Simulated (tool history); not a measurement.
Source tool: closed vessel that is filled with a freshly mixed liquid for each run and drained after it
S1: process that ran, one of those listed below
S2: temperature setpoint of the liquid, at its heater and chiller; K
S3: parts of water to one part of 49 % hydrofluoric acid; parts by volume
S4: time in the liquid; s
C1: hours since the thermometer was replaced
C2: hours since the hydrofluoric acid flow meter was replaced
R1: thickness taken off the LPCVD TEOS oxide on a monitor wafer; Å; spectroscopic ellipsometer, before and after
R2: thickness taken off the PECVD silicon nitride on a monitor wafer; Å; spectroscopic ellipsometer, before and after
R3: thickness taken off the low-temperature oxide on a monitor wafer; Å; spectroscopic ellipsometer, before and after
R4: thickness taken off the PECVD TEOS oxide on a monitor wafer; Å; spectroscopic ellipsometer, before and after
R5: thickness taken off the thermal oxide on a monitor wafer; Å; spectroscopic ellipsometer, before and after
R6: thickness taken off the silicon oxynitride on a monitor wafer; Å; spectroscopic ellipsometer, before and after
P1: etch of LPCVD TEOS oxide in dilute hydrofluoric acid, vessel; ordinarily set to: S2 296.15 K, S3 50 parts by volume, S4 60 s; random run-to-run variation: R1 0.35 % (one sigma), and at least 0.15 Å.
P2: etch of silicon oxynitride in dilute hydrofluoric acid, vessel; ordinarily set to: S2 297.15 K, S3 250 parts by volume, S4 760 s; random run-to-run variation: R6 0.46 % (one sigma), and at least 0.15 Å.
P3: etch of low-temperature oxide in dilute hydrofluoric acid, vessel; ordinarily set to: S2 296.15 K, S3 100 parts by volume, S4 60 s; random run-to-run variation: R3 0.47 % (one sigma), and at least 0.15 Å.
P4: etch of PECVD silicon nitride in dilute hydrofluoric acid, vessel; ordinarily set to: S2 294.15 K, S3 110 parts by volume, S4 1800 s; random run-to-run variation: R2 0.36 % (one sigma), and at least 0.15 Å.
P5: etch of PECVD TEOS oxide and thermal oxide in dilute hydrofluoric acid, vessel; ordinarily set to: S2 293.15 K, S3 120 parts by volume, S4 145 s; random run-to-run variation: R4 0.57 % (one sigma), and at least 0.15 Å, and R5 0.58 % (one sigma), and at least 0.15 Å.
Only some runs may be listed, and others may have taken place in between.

run	hour	S1	S2	S3	S4	C1	C2	R1	R2	R3	R4	R5	R6
1	11.8	P1	296.15	50	60	436	389.6	474.61					
2	22.8	P4	294.15	110	1800	447	400.6		399.41				
3	35	P1	296.15	50	60	459.2	412.8	473.97					
4	49.3	P1	296.15	50	90	473.5	427.1	716.67					
5	63.4	P1	302.65	50	60	487.6	441.2	617.86					
6	72.7	P3	301.65	100	60	496.9	450.5			111.52			
7	86.1	P3	296.15	100	60	510.3	463.9			90.439			
8	100.5	P4	294.15	60	1800	524.7	478.3		719.71				
9	114.7	P1	290.15	50	60	538.9	492.5	372.62					
10	124.6	P1	296.15	50	60	548.8	502.4	477.96					
11	132.5	P4	290.15	110	1800	556.7	510.3		302.09				
12	140.7	P1	296.15	50	60	564.9	518.5	478.07					
13	152.1	P1	296.15	50	60	576.3	529.9	479.07					
14	166.2	P5	293.15	45	145	590.4	544				654.26	143.95	
15	177.3	P5	293.15	120	75	601.5	555.1				117.31	26.027	
16	189.9	P4	294.15	110	3210	614.1	567.7		713.67				
17	197.8	P5	290.15	120	145	622	575.6				199.05	44.16	
18	212.1	P2	297.15	250	760	636.3	589.9						85.071
19	225.9	P3	296.15	45	60	650.1	603.7			214.05			
20	233.3	P1	296.15	20	60	657.5	611.1	1238.6					
21	245.1	P1	290.15	50	100	669.3	622.9	620.16					
22	259	P5	293.15	120	145	683.2	636.8				224.3	50.085	
23	273.6	P2	297.15	250	760	697.8	651.4						84.496
24	282.3	P5	293.15	120	145	706.5	660.1				226.96	49.516	
25	297.5	P2	301.15	250	760	721.7	675.3						101.31
26	306	P1	296.15	50	60	730.2	683.8	477.23					
27	316.2	P3	296.15	100	30	740.4	694			44.941			
28	323.3	P1	296.15	25	90	747.5	701.1	1487.4					
29	335	P1	296.15	75	60	759.2	712.8	308.78					
30	342.4	P4	294.15	110	1800	766.6	720.2		398.96				
31	357.2	P1	296.15	50	30	781.4	735	237.61					
32	371.4	P2	297.15	250	1120	795.6	749.2						125.48
33	386.4	P2	297.15	155	760	810.6	764.2						147.69
34	393.9	P1	296.15	50	60	818.1	771.7	474.98					
35	402.7	P1	296.15	50	60	826.9	780.5	495.02					
36	412	P1	296.15	50	60	836.2	789.8	506.94					
37	421.8	P1	296.15	50	60	846	799.6	512.41					
38	429.8	P1	296.15	50	60	854	807.6	516.02					
39	442.8	P1	296.15	50	60	867	820.6	518.83					
40	453.6	P1	296.15	50	60	877.8	831.4	518.21					

What P1 gives has crept away from where it was. These 2 causes fit the log equally well, each at the size given:
A: liquid hotter than its thermometer reads (K) = 2
B: hydrofluoric acid flow above the setpoint (%) = 8.03
The process output started creeping at around hour 393.9.

Each of the 4 check runs below uses one wafer; its results are left as question marks. Which run tells the causes apart?
check 1	464.4	P2	297.15	250	760								?
check 2	464.4	P5	293.15	120	145						?	?	
check 3	464.4	P3	296.15	100	60					?			
check 4	464.4	P4	294.15	110	1800				?				

Outcome of each check run for each possible cause:
check	result	if A	if B
check 1	R6	92.928	93.362
check 2	R4	245.53	247.16
check 2	R5	53.878	54.236
check 3	R3	97.514	98.192
check 4	R2	455.47	429.89
Separation of the two closest causes in each check, using whichever result separates them best: check 1 0.47 %; check 2 0.66 %; check 3 0.69 %; check 4 5.78 %
Check 4 distinguishes between the causes, while the remaining checks would return nearly the same result for all of them.

The results of check 4 are: R2 428.4 Å. Based on these, which of the listed causes is it?

It was cause B: hydrofluoric acid flow above the setpoint (%).

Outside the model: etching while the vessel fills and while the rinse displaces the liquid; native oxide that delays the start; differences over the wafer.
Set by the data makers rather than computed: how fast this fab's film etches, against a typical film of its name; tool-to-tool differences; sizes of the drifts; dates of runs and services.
